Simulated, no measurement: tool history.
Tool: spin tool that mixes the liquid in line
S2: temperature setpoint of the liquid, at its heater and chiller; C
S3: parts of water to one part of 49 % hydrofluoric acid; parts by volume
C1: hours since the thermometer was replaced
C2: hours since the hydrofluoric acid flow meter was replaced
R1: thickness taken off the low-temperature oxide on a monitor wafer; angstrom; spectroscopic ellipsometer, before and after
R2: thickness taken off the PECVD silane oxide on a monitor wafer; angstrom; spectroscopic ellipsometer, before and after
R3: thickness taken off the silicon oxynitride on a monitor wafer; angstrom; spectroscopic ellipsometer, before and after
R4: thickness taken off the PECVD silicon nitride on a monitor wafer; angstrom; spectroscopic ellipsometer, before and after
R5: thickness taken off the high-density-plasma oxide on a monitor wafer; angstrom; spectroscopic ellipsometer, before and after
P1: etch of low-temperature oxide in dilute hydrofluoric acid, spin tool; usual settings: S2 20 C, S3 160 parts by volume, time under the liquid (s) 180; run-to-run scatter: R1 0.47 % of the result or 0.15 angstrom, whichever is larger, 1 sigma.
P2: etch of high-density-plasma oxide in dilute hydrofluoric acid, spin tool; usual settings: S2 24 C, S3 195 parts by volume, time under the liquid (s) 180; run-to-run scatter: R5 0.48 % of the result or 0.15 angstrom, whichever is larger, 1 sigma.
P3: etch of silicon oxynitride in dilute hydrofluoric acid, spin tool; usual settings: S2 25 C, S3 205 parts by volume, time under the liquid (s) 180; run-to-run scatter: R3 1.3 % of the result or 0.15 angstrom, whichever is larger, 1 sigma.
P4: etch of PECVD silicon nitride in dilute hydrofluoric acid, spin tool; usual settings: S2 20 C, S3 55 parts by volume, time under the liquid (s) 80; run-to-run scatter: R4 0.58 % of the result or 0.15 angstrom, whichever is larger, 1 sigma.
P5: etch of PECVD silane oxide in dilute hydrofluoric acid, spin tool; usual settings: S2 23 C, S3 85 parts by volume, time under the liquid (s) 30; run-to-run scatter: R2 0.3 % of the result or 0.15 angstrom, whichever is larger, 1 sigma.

run 1 day=0.221 | process_that_ran=P1 S2=20 S3=160 time_under_the_liquid_(s)=180 | C1=443.8 C2=159.9 | R1=231.13
run 2 day=0.433 | process_that_ran=P5 S2=23 S3=85 time_under_the_liquid_(s)=15 | C1=448.9 C2=165 | R2=57.312
run 3 day=0.817 | process_that_ran=P5 S2=23 S3=140 time_under_the_liquid_(s)=30 | C1=458.1 C2=174.2 | R2=65.63
run 4 day=1.05 | process_that_ran=P3 S2=30 S3=205 time_under_the_liquid_(s)=180 | C1=463.7 C2=179.8 | R3=26.041
run 5 day=1.333 | process_that_ran=P1 S2=20 S3=285 time_under_the_liquid_(s)=180 | C1=470.5 C2=186.6 | R1=115.71
run 6 day=1.533 | process_that_ran=P5 S2=23 S3=85 time_under_the_liquid_(s)=30 | C1=475.3 C2=191.4 | R2=115.81
run 7 day=1.896 | process_that_ran=P4 S2=17 S3=55 time_under_the_liquid_(s)=80 | C1=484 C2=200.1 | R4=32.195
run 8 day=2.233 | process_that_ran=P4 S2=20 S3=55 time_under_the_liquid_(s)=80 | C1=492.1 C2=208.2 | R4=39.639
run 9 day=2.512 | process_that_ran=P1 S2=20 S3=160 time_under_the_liquid_(s)=180 | C1=498.8 C2=214.9 | R1=229.94
-- day=2.7 thermometer replaced
run 10 day=2.871 | process_that_ran=P4 S2=20 S3=95 time_under_the_liquid_(s)=80 | C1=4.2 C2=223.5 | R4=22.889
run 11 day=3.229 | process_that_ran=P3 S2=25 S3=280 time_under_the_liquid_(s)=180 | C1=12.8 C2=232.1 | R3=14.753
run 12 day=3.579 | process_that_ran=P1 S2=20 S3=160 time_under_the_liquid_(s)=180 | C1=21.2 C2=240.5 | R1=229.69
run 13 day=3.988 | process_that_ran=P4 S2=20 S3=55 time_under_the_liquid_(s)=40 | C1=31 C2=250.3 | R4=19.574
run 14 day=4.246 | process_that_ran=P1 S2=17 S3=160 time_under_the_liquid_(s)=180 | C1=37.2 C2=256.5 | R1=204.79
run 15 day=4.542 | process_that_ran=P3 S2=25 S3=205 time_under_the_liquid_(s)=180 | C1=44.3 C2=263.6 | R3=21.443
run 16 day=4.8 | process_that_ran=P2 S2=29 S3=195 time_under_the_liquid_(s)=180 | C1=50.5 C2=269.8 | R5=54.098
run 17 day=5.217 | process_that_ran=P1 S2=20 S3=275 time_under_the_liquid_(s)=320 | C1=60.5 C2=279.8 | R1=211.96
run 18 day=5.512 | process_that_ran=P1 S2=25.5 S3=220 time_under_the_liquid_(s)=180 | C1=67.6 C2=286.9 | R1=193.88
run 19 day=5.742 | process_that_ran=P1 S2=20 S3=40 time_under_the_liquid_(s)=180 | C1=73.1 C2=292.4 | R1=1051.3
run 20 day=5.975 | process_that_ran=P3 S2=25 S3=205 time_under_the_liquid_(s)=180 | C1=78.7 C2=298 | R3=21.781
run 21 day=6.188 | process_that_ran=P2 S2=24 S3=195 time_under_the_liquid_(s)=180 | C1=83.8 C2=303.1 | R5=44.51
run 22 day=6.567 | process_that_ran=P1 S2=20 S3=160 time_under_the_liquid_(s)=180 | C1=92.9 C2=312.2 | R1=229.18
run 23 day=6.758 | process_that_ran=P2 S2=24 S3=195 time_under_the_liquid_(s)=265 | C1=97.5 C2=316.8 | R5=66.3
run 24 day=7.004 | process_that_ran=P2 S2=24 S3=270 time_under_the_liquid_(s)=180 | C1=103.4 C2=322.7 | R5=30.162
run 25 day=7.383 | process_that_ran=P3 S2=25 S3=205 time_under_the_liquid_(s)=330 | C1=112.5 C2=331.8 | R3=40.029
run 26 day=7.646 | process_that_ran=P4 S2=20 S3=55 time_under_the_liquid_(s)=80 | C1=118.8 C2=338.1 | R4=39.56
run 27 day=7.867 | process_that_ran=P1 S2=20 S3=160 time_under_the_liquid_(s)=85 | C1=124.1 C2=343.4 | R1=108.66
run 28 day=8.133 | process_that_ran=P5 S2=31.5 S3=85 time_under_the_liquid_(s)=30 | C1=130.5 C2=349.8 | R2=160.64
run 29 day=8.392 | process_that_ran=P1 S2=27.5 S3=160 time_under_the_liquid_(s)=180 | C1=136.7 C2=356 | R1=302.41
run 30 day=8.6 | process_that_ran=P1 S2=20 S3=160 time_under_the_liquid_(s)=335 | C1=141.7 C2=361 | R1=431.21
run 31 day=8.817 | process_that_ran=P1 S2=20 S3=160 time_under_the_liquid_(s)=180 | C1=146.9 C2=366.2 | R1=230.03
run 32 day=9.125 | process_that_ran=P1 S2=20 S3=160 time_under_the_liquid_(s)=180 | C1=154.3 C2=373.6 | R1=223.46
run 33 day=9.538 | process_that_ran=P1 S2=20 S3=160 time_under_the_liquid_(s)=180 | C1=164.2 C2=383.5 | R1=220.28
run 34 day=9.783 | process_that_ran=P1 S2=20 S3=160 time_under_the_liquid_(s)=180 | C1=170.1 C2=389.4 | R1=222.47
run 35 day=10.017 | process_that_ran=P1 S2=20 S3=160 time_under_the_liquid_(s)=180 | C1=175.7 C2=395 | R1=220.02
run 36 day=10.238 | process_that_ran=P1 S2=20 S3=160 time_under_the_liquid_(s)=180 | C1=181 C2=400.3 | R1=217.03
run 37 day=10.575 | process_that_ran=P1 S2=20 S3=160 time_under_the_liquid_(s)=180 | C1=189.1 C2=408.4 | R1=217.58
run 38 day=10.796 | process_that_ran=P1 S2=20 S3=160 time_under_the_liquid_(s)=180 | C1=194.4 C2=413.7 | R1=216.06
run 39 day=11.05 | process_that_ran=P1 S2=20 S3=160 time_under_the_liquid_(s)=180 | C1=200.5 C2=419.8 | R1=217.02
run 40 day=11.404 | process_that_ran=P1 S2=20 S3=160 time_under_the_liquid_(s)=180 | C1=209 C2=428.3 | R1=217.75
run 41 day=11.754 | process_that_ran=P1 S2=20 S3=160 time_under_the_liquid_(s)=180 | C1=217.4 C2=436.7 | R1=218.18

What P1 gives has crept away from where it was. These 2 causes fit the log equally well, each at the size given:
A: hydrofluoric acid flow below the setpoint (%) = 4.7
B: liquid colder than its thermometer reads (K) = 1.42
The creep began at about day 8.817.

4 check runs are offered, one wafer each, their results left as question marks. Which one tells the causes apart?
run check 1 day=12.104 | process_that_ran=P5 S2=23 S3=85 time_under_the_liquid_(s)=30 | R2=?
run check 2 day=12.104 | process_that_ran=P3 S2=25 S3=205 time_under_the_liquid_(s)=180 | R3=?
run check 3 day=12.104 | process_that_ran=P2 S2=24 S3=195 time_under_the_liquid_(s)=180 | R5=?
run check 4 day=12.104 | process_that_ran=P4 S2=20 S3=55 time_under_the_liquid_(s)=80 | R4=?

What each check would give under each cause:
check=check_1 result=R2 if_A=109.37 if_B=108.88
check=check_2 result=R3 if_A=20.347 if_B=20.204
check=check_3 result=R5 if_A=42.16 if_B=42.39
check=check_4 result=R4 if_A=37.65 if_B=35.737
How far apart the two closest causes lie, in the result that separates them most: check 1 0.45 %; check 2 0.71 %; check 3 0.54 %; check 4 5.21 %
Check 4 tells the causes apart: in the others they would give nearly the same result.

Check 4 was then run and gave: R4 35.887 angstrom. Which cause is it?

It is B: liquid colder than its thermometer reads (K).

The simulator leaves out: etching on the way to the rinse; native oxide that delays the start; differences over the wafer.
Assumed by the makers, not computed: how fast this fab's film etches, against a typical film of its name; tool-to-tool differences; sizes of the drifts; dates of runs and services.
